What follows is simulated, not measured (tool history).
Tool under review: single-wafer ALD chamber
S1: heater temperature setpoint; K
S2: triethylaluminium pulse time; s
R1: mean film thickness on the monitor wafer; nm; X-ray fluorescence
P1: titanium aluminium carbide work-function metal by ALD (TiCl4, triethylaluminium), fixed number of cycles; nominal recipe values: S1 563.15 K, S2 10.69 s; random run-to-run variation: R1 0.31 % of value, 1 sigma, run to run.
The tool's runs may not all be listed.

run  hour      S1     S2      R1
  1   7.9  563.15  10.69  1.9287
  2  15.6  563.15  10.69  1.9223
  3  24.4  563.15  10.69  1.9335
  4  35.1  563.15   3.54  1.3864
  5  42.3  584.15   5.38  1.8214
  6  48.0  563.15  10.69  1.9289
  7  56.8  563.15  10.69  1.9324
     63.3  -- thermocouple changed; heater temperature recalibrated
  8  67.3  588.15  10.69  2.1508
  9  74.0  538.15  10.69  1.7098
 10  78.8  563.15  10.69  1.9244
 11  83.9  563.15  10.69  1.9304
 12  89.8  543.15   6.91  1.6333
 13  98.2  563.15  16.25  1.9720

For run 14, what comes out?
 14  105.9  545.15  6.46   ?

Run 14 came out at R1 1.6288 nm.

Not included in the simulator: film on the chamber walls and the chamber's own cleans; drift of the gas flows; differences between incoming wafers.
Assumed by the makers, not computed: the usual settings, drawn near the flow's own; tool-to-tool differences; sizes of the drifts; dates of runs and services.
